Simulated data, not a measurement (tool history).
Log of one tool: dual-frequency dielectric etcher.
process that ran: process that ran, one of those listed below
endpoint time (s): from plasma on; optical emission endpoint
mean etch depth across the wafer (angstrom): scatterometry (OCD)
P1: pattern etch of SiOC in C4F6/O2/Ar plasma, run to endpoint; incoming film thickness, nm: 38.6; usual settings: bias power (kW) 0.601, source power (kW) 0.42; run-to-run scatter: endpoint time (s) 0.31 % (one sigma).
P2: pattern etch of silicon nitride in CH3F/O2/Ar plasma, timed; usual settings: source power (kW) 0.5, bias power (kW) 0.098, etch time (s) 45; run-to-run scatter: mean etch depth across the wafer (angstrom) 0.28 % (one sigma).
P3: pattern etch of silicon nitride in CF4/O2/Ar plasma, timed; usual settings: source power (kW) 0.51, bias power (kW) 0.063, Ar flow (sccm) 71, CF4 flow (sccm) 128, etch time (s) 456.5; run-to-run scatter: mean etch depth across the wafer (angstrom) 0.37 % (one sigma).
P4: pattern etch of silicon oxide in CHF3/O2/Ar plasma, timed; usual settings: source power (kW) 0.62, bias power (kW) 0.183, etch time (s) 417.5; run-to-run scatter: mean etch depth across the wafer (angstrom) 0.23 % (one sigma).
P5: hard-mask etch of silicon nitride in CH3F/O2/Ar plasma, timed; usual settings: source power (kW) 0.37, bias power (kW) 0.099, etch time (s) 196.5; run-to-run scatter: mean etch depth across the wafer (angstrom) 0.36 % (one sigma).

run	hour	process that ran	bias power (kW)	source power (kW)	etch time (s)	Ar flow (sccm)	CF4 flow (sccm)	hours since the last wet clean	hours since the last bias power generator calibration	hours since the last source power generator calibration	endpoint time (s)	mean etch depth across the wafer (angstrom)
1	4.8	P1	0.601	0.42				75.4	710.6	2905.7	12.053	
2	8.1	P2	0.098	0.5	45			78.7	713.9	2909		368.65
3	12.5	P1	0.601	0.32				83.1	718.3	2913.4	13.356	
4	15.8	P3	0.063	0.51	456.5	71	169	86.4	721.6	2916.7		10504
5	21.5	P5	0.068	0.37	196.5			92.1	727.3	2922.4		1293.5
6	25	P2	0.067	0.5	45			95.6	730.8	2925.9		323.64
7	29.8	P4	0.183	0.62	417.5			100.4	735.6	2930.7		8464.6
8	32.9	P1	0.446	0.5				103.5	738.7	2933.8	12.675	
9	36.7	P3	0.063	0.35	456.5	71	128	107.3	742.5	2937.6		7407.5
10	39.4	P5	0.099	0.23	196.5			110	745.2	2940.3		1233.6
11	45	P1	0.601	0.42				115.6	750.8	2945.9	12.088	
12	49.5	P4	0.183	0.37	417.5			120.1	755.3	2950.4		6935.1
13	54.5	P3	0.063	0.51	456.5	71	128	125.1	760.3	2955.4		10303
14	57.4	P3	0.063	0.51	456.5	57	128	128	763.2	2958.3		10524
15	60.6	P5	0.099	0.37	196.5			131.2	766.4	2961.5		1474
16	63.4	P3	0.088	0.51	456.5	71	128	134	769.2	2964.3		11714
17	67.3	P1	0.451	0.42				137.9	773.1	2968.2	13.457	
18	71.9	P2	0.098	0.31	45			142.5	777.7	2972.8		308.77
19	75.9	P1	0.744	0.42				146.5	781.7	2976.8	11.187	
20	81	P4	0.132	0.62	417.5			151.6	786.8	2981.9		7605.7
21	85.5	P1	0.601	0.42				156.1	791.3	2986.4	12.066	
22	90.8	P5	0.099	0.37	265.5			161.4	796.6	2991.7		1991.6
23	93.9	P2	0.098	0.5	34			164.5	799.7	2994.8		278.7
24	96.8	P1	0.601	0.42				167.4	802.6	2997.7	12.068	
25	99.6	P3	0.063	0.51	325	71	128	170.2	805.4	3000.5		7353
26	102.5	P4	0.183	0.62	299			173.1	808.3	3003.4		6066

Run 27 comes next. What will it give?
27	105.9	P1	0.601	0.42				176.5	811.7	3006.8	?	

Run 27 gave endpoint time (s) 12.114.
